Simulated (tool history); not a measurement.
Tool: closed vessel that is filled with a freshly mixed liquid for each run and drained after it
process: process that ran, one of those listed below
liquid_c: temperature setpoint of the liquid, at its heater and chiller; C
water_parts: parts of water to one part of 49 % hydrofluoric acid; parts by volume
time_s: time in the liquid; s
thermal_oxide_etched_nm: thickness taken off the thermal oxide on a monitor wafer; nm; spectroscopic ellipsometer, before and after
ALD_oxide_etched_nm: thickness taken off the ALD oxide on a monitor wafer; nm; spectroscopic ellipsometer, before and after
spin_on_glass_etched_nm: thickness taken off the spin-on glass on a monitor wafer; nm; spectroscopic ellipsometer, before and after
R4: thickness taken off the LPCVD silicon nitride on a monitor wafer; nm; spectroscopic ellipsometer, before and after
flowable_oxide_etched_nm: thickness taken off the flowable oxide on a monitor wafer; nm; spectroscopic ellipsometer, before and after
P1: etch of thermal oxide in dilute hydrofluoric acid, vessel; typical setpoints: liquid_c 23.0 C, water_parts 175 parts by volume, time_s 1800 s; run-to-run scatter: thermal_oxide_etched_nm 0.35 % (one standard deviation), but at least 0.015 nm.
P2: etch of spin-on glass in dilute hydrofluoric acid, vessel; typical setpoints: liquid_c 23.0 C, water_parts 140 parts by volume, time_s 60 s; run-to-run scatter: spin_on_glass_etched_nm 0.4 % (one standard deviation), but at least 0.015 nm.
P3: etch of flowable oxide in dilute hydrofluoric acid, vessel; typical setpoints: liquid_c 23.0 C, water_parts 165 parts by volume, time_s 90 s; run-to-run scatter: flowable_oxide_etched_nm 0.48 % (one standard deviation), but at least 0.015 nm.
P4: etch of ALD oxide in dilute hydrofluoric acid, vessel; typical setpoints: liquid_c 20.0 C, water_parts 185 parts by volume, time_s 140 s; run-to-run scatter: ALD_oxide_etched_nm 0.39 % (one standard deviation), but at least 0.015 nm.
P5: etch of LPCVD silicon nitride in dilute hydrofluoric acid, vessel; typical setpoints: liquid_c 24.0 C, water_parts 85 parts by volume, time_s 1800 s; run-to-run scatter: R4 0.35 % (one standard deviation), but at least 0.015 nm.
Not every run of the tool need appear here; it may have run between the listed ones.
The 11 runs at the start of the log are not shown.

Run 12, day 3.225: process P2, liquid_c 23.0 C, water_parts 140 parts by volume, time_s 30 s. Result: spin_on_glass_etched_nm 10.498 nm.
Run 13, day 3.446: process P5, liquid_c 24.0 C, water_parts 85 parts by volume, time_s 1800 s. Result: R4 10.3190 nm.
Run 14, day 3.662: process P5, liquid_c 24.0 C, water_parts 85 parts by volume, time_s 1800 s. Result: R4 10.2070 nm.
Run 15, day 3.992: process P5, liquid_c 28.0 C, water_parts 85 parts by volume, time_s 1800 s. Result: R4 13.3430 nm.
Run 16, day 4.300: process P1, liquid_c 23.0 C, water_parts 175 parts by volume, time_s 1800 s. Result: thermal_oxide_etched_nm 45.1980 nm.
Run 17, day 4.508: process P2, liquid_c 23.0 C, water_parts 220 parts by volume, time_s 60 s. Result: spin_on_glass_etched_nm 12.292 nm.
Run 18, day 4.712: process P1, liquid_c 23.0 C, water_parts 175 parts by volume, time_s 1800 s. Result: thermal_oxide_etched_nm 45.0930 nm.
Run 19, day 5.042: process P1, liquid_c 23.0 C, water_parts 175 parts by volume, time_s 335 s. Result: thermal_oxide_etched_nm 8.4215 nm.
Run 20, day 5.196: process P3, liquid_c 17.0 C, water_parts 165 parts by volume, time_s 90 s. Result: flowable_oxide_etched_nm 20.3540 nm.
Run 21, day 5.442: process P1, liquid_c 23.0 C, water_parts 175 parts by volume, time_s 3560 s. Result: thermal_oxide_etched_nm 89.0540 nm.
Run 22, day 5.700: process P1, liquid_c 23.0 C, water_parts 280 parts by volume, time_s 1800 s. Result: thermal_oxide_etched_nm 25.2970 nm.
Run 23, day 5.908: process P3, liquid_c 23.0 C, water_parts 165 parts by volume, time_s 30 s. Result: flowable_oxide_etched_nm 8.6953 nm.
Run 24, day 6.104: process P5, liquid_c 24.0 C, water_parts 85 parts by volume, time_s 660 s. Result: R4 3.7327 nm.
Run 25, day 6.383: process P1, liquid_c 23.0 C, water_parts 45 parts by volume, time_s 955 s. Result: thermal_oxide_etched_nm 108.7400 nm.
Run 26, day 6.554: process P3, liquid_c 23.0 C, water_parts 165 parts by volume, time_s 90 s. Result: flowable_oxide_etched_nm 25.9070 nm.
Run 27, day 6.846: process P1, liquid_c 23.0 C, water_parts 175 parts by volume, time_s 1800 s. Result: thermal_oxide_etched_nm 45.1600 nm.
Run 28, day 7.162: process P1, liquid_c 29.0 C, water_parts 175 parts by volume, time_s 1800 s. Result: thermal_oxide_etched_nm 56.5160 nm.

Run 29, settings as shown, results not yet in. Your forecast:
Run 29, day 7.404: process P4, liquid_c 17.0 C, water_parts 185 parts by volume, time_s 140 s. Result: ALD_oxide_etched_nm ?.

{"run 29": {"ALD_oxide_etched_nm": 12.454}}
